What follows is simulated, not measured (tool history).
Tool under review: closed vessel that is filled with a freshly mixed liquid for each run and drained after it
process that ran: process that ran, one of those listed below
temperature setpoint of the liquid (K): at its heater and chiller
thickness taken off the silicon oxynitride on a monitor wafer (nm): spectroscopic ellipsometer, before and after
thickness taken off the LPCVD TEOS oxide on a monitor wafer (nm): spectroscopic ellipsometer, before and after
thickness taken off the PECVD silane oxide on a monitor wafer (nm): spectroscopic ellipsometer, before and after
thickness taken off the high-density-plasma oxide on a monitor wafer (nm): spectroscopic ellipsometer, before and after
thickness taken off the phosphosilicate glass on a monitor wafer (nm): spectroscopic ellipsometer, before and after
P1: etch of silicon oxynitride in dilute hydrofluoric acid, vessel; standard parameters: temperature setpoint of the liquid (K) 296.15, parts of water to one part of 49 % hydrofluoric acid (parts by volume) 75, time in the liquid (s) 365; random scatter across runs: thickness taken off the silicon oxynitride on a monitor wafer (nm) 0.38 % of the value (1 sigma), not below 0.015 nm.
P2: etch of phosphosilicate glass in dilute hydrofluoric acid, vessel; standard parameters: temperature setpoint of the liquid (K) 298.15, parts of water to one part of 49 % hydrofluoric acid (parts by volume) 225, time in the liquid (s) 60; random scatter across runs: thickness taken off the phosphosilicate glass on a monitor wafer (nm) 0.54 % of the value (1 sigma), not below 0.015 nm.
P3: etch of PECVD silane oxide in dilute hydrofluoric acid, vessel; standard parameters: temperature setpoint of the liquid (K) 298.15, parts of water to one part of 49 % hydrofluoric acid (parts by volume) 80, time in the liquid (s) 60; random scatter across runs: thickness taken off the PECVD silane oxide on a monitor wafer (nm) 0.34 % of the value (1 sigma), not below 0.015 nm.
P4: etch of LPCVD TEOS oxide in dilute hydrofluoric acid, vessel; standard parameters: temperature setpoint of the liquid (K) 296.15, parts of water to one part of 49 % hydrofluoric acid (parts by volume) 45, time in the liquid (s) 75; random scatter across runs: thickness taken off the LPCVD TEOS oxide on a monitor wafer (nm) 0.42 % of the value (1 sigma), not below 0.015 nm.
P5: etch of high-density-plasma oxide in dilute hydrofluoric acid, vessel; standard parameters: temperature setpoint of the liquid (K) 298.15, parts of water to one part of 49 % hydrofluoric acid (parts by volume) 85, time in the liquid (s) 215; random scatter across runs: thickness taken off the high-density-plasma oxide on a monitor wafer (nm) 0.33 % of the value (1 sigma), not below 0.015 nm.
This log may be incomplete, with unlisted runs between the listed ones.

| run | day | process that ran | temperature setpoint of the liquid (K) | parts of water to one part of 49 % hydrofluoric acid (parts by volume) | time in the liquid (s) | hours since the thermometer was replaced | hours since the hydrofluoric acid flow meter was replaced | thickness taken off the silicon oxynitride on a monitor wafer (nm) | thickness taken off the LPCVD TEOS oxide on a monitor wafer (nm) | thickness taken off the PECVD silane oxide on a monitor wafer (nm) | thickness taken off the high-density-plasma oxide on a monitor wafer (nm) | thickness taken off the phosphosilicate glass on a monitor wafer (nm) |
|---|---|---|---|---|---|---|---|---|---|---|---|---|
| 1 | 0.333 | P1 | 296.15 | 75 | 365 | 594.2 | 1155.9 | 19.8830 |  |  |  |  |
| 2 | 0.783 | P4 | 290.15 | 45 | 75 | 605.0 | 1166.7 |  | 22.937 |  |  |  |
| 3 | 1.125 | P3 | 298.15 | 80 | 60 | 613.2 | 1174.9 |  |  | 20.338 |  |  |
| 4 | 1.500 | P4 | 296.15 | 45 | 130 | 622.2 | 1183.9 |  | 51.296 |  |  |  |
| 5 | 1.879 | P1 | 291.65 | 75 | 670 | 631.3 | 1193.0 | 29.5310 |  |  |  |  |
| 6 | 2.121 | P1 | 296.15 | 75 | 365 | 637.1 | 1198.8 | 20.0620 |  |  |  |  |
| 7 | 2.396 | P4 | 296.15 | 70 | 75 | 643.7 | 1205.4 |  | 18.485 |  |  |  |
| 8 | 2.675 | P1 | 296.15 | 75 | 365 | 650.4 | 1212.1 | 20.0950 |  |  |  |  |
| 9 | 2.908 | P4 | 296.15 | 45 | 75 | 656.0 | 1217.7 |  | 29.695 |  |  |  |
| 10 | 3.217 | P1 | 296.15 | 75 | 365 | 663.4 | 1225.1 | 20.1370 |  |  |  |  |
| 11 | 3.583 | P5 | 298.15 | 85 | 35 | 672.2 | 1233.9 |  |  |  | 2.7099 |  |
| 12 | 3.908 | P1 | 296.15 | 110 | 365 | 680.0 | 1241.7 | 13.2940 |  |  |  |  |
| 13 | 4.183 | P1 | 296.15 | 75 | 195 | 686.6 | 1248.3 | 10.7830 |  |  |  |  |
| 14 | 4.521 | P1 | 304.15 | 75 | 365 | 694.7 | 1256.4 | 29.2340 |  |  |  |  |
| 15 | 4.808 | P5 | 298.15 | 85 | 215 | 701.6 | 1263.3 |  |  |  | 16.6620 |  |
| 16 | 5.254 | P3 | 298.15 | 20 | 60 | 712.3 | 1274.0 |  |  | 88.119 |  |  |
| 17 | 5.579 | P3 | 298.15 | 80 | 90 | 720.1 | 1281.8 |  |  | 30.339 |  |  |
| 18 | 5.988 | P1 | 296.15 | 75 | 365 | 729.9 | 1291.6 | 20.0000 |  |  |  |  |
|  | 6.238 | thermometer replaced |
| 19 | 6.321 | P2 | 298.15 | 225 | 60 | 2.1 | 1299.6 |  |  |  |  | 20.0950 |
| 20 | 6.800 | P5 | 298.15 | 20 | 215 | 13.6 | 1311.1 |  |  |  | 77.0000 |  |
| 21 | 7.021 | P3 | 290.15 | 80 | 60 | 18.9 | 1316.4 |  |  | 14.648 |  |  |
| 22 | 7.338 | P1 | 296.15 | 75 | 710 | 26.5 | 1324.0 | 39.0580 |  |  |  |  |
| 23 | 7.658 | P2 | 298.15 | 345 | 60 | 34.2 | 1331.7 |  |  |  |  | 11.4590 |
| 24 | 8.088 | P1 | 291.15 | 75 | 365 | 44.5 | 1342.0 | 15.6690 |  |  |  |  |
| 25 | 8.446 | P5 | 298.15 | 85 | 215 | 53.1 | 1350.6 |  |  |  | 16.6190 |  |
| 26 | 8.733 | P5 | 305.15 | 85 | 215 | 60.0 | 1357.5 |  |  |  | 21.7450 |  |
| 27 | 9.225 | P1 | 296.15 | 105 | 30 | 71.8 | 1369.3 | 1.1729 |  |  |  |  |
| 28 | 9.442 | P2 | 298.15 | 225 | 60 | 77.0 | 1374.5 |  |  |  |  | 20.1270 |
| 29 | 9.742 | P4 | 296.15 | 45 | 75 | 84.2 | 1381.7 |  | 29.604 |  |  |  |
| 30 | 10.071 | P2 | 298.15 | 225 | 30 | 92.1 | 1389.6 |  |  |  |  | 9.9253 |
| 31 | 10.312 | P1 | 296.15 | 20 | 365 | 97.9 | 1395.4 | 77.9200 |  |  |  |  |
| 32 | 10.679 | P2 | 306.65 | 225 | 60 | 106.7 | 1404.2 |  |  |  |  | 26.9760 |
| 33 | 10.996 | P1 | 296.15 | 75 | 365 | 114.3 | 1411.8 | 20.0860 |  |  |  |  |
| 34 | 11.379 | P1 | 296.15 | 75 | 365 | 123.5 | 1421.0 | 19.2830 |  |  |  |  |
| 35 | 11.675 | P1 | 296.15 | 75 | 365 | 130.6 | 1428.1 | 18.9040 |  |  |  |  |

Run 36 is up next; what results do you expect?
| 36 | 12.075 | P1 | 296.15 | 75 | 365 | 140.2 | 1437.7 | ? |  |  |  |  |

{"run 36": {"thickness taken off the silicon oxynitride on a monitor wafer (nm)": 18.632}}

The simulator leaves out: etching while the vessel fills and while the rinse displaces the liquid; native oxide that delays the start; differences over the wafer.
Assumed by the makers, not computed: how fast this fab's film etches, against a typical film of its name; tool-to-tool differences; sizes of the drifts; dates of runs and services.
